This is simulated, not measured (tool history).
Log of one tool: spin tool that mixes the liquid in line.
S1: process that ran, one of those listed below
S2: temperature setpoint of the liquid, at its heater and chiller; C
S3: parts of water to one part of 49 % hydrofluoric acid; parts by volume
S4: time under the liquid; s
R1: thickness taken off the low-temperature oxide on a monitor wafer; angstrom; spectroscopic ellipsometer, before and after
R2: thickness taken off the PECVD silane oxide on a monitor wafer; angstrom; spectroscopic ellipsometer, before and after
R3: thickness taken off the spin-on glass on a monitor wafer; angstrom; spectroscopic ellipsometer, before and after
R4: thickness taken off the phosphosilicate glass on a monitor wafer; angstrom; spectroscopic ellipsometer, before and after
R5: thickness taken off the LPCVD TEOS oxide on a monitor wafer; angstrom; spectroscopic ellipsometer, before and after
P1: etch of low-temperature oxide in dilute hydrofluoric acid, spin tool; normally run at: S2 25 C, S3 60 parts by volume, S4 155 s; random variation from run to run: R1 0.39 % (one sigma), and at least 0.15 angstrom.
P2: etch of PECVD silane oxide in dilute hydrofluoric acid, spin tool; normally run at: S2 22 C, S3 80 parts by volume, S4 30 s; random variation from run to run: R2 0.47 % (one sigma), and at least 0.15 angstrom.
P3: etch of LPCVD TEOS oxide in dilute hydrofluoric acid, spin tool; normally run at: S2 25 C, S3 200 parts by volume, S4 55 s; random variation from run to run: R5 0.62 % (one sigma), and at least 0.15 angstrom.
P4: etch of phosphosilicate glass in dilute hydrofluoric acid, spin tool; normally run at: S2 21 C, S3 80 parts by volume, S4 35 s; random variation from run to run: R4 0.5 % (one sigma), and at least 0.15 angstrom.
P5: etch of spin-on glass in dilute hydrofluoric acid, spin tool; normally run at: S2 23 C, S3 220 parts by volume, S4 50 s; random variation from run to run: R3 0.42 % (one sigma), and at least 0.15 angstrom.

run	hour	S1	S2	S3	S4	R1	R2	R3	R4	R5
1	14.7	P1	25	60	155	367.33				
2	29.1	P1	17	60	155	261.8				
3	37.1	P2	22	80	30		130.28			
4	45.2	P5	31	220	50			95.337		
5	56.1	P1	25	60	155	368.68				
6	63.8	P4	25	80	35				281.32	
7	71.1	P3	31	200	55					65.402
# hour 82.1: thermometer replaced
8	83.4	P1	25	60	30	71.139				
9	90.9	P4	21	80	35				238.46	
10	102.8	P2	18	80	30		110.8			
11	115	P2	22	140	30		69.672			
12	122.7	P1	25	35	155	651.68				
13	136.9	P1	21	60	285	574.99				
14	147.6	P1	25	60	290	687.25				
15	158.1	P5	23	220	15			21.638		
16	169	P3	25	200	30					29.278
17	184.4	P1	25	60	155	367.21				
18	194	P4	21	140	35				128.84	
19	205.9	P2	22	80	30		129.99			
20	213.1	P1	25	60	155	369.77				
21	220.2	P3	25	200	55					52.33
22	230.4	P1	25	60	155	369.74				
23	240.1	P1	25	60	155	365.93				
24	252.8	P1	30	60	155	449.24				
25	260.7	P3	25	345	55					26.713
26	268.8	P4	21	80	35				236.42	
27	284.7	P5	23	45	50			435.02		
28	296.5	P1	25	90	155	235.02				

The next listed run, before its measurement:
29	306.4	P1	25	60	155	?				

{"run 29": {"R1": 365.27}}

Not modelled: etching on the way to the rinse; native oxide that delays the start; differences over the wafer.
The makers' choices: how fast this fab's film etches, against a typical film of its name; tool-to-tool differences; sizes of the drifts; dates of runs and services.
